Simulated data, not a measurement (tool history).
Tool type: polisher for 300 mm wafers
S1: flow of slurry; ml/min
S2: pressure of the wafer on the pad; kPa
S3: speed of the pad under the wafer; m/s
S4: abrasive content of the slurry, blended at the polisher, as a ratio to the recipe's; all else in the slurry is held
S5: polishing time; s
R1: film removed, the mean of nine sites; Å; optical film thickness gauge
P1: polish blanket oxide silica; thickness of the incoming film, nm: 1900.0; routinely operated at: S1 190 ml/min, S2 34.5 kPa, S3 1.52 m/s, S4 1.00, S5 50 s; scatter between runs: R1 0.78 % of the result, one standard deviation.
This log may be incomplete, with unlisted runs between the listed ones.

run   hour   S1    S2    S3    S4  S5       R1
  1    6.5  190  34.5  1.52  1.00  50  2054.50
  2   15.6  190  34.5  1.52  1.00  50  2036.50
  3   27.8  190  34.5  1.52  1.00  50  2022.90
  4   33.3  190  34.5  1.94  1.00  50  2500.70
  5   41.2  115  34.5  1.52  1.00  50  1859.00
  6   51.1  190  34.5  1.52  1.00  50  2014.10
  7   61.4  190  51.7  1.52  1.00  50  3005.10
  8   68.0  190  15.2  1.52  1.00  50   895.77
  9   79.7  190  34.5  1.52  1.00  23   938.51
 10   90.9  190  34.5  0.68  1.00  50  1057.50
 11  101.2  190  34.5  1.52  1.00  73  2957.70
 12  109.9  190  34.5  1.52  1.00  50  2016.30
 13  120.9  190  34.5  1.52  1.00  50  2054.00
 14  129.8  190  51.7  1.52  1.00  22  1362.30
 15  136.5  190  34.5  1.52  0.60  50  1535.60
 16  143.2  250  34.5  1.52  1.00  50  2085.90
 17  148.8  190  34.5  1.52  1.35  50  2281.40
 18  159.8  190  34.5  1.52  1.00  50  2006.70
 19  166.7  190  34.5  1.52  1.00  50  2053.70
 20  174.1  190  34.5  1.52  1.00  50  1952.40
 21  180.4  190  34.5  1.52  1.00  50  1920.50
 22  192.4  190  34.5  1.52  1.00  50  1861.30
 23  204.5  190  34.5  1.52  1.00  50  1816.00
     209.7  -- conditioning disc replaced and pad reconditioned
     209.9  -- slurry nozzle cleaned
 24  214.9  190  34.5  1.52  1.00  50  1805.40
 25  221.6  190  34.5  1.52  1.00  50  1800.20
     226.5  -- head pressure recalibrated
 26  229.6  190  34.5  1.52  1.00  50  1760.50
 27  236.9  190  34.5  1.52  1.00  50  1766.00
 28  248.2  190  34.5  1.52  1.00  50  1762.10
 29  257.2  190  34.5  1.52  1.00  50  1768.60

The log shows P1 creeping away from where it was. Any of the 2 causes listed here, at the size stated for it, fits the log just as well as the others:
A: removal rate lost through wear of the pad, % = 13.2
B: abrasive missing from the slurry, % = 25
The onset of the drift is placed at about hour 166.7.
Every other cause this tool's parts could produce, and why it does not fit the log:
slurry flow missing at the pad, %: work on it at hour 209.9, done after the drift set in, did not restore what the process gave before
head's pressure below its setpoint, %: work on it at hour 226.5, done after the drift set in, did not restore what the process gave before
time polished since the conditioner stopped cutting, s: work on it at hour 209.7, done after the drift set in, did not restore what the process gave before

The list below offers 4 check runs, each averaging the results of 5 wafers, and shows each result as a question mark. For which of them would the listed causes give clearly different results?
check 1  266.2  190  45.5  1.52  0.70  50   ?
check 2  266.2  190  21.4  1.52  1.00  50   ?
check 3  266.2  190  34.5  1.06  1.00  50   ?
check 4  266.2  190  17.2  1.52  1.00  29   ?

Predicted outcomes, by check and by cause:
  check  result     if A     if B
check 1      R1  1952.00  1904.00
check 2      R1  1095.50  1096.00
check 3      R1  1324.30  1324.90
check 4      R1   512.40   512.65
Smallest distance between any two causes, each pair judged by its most separating result, in per cent: check 1 2.49 %; check 2 0.05 %; check 3 0.05 %; check 4 0.05 %
The other checks would show nearly matching results whichever cause is true, so check 1 is the only one that separates the causes.

Check 1 was carried out, with these results: R1 1947.20 Å. Which of the listed causes is responsible?

It was cause A: removal rate lost through wear of the pad, %.

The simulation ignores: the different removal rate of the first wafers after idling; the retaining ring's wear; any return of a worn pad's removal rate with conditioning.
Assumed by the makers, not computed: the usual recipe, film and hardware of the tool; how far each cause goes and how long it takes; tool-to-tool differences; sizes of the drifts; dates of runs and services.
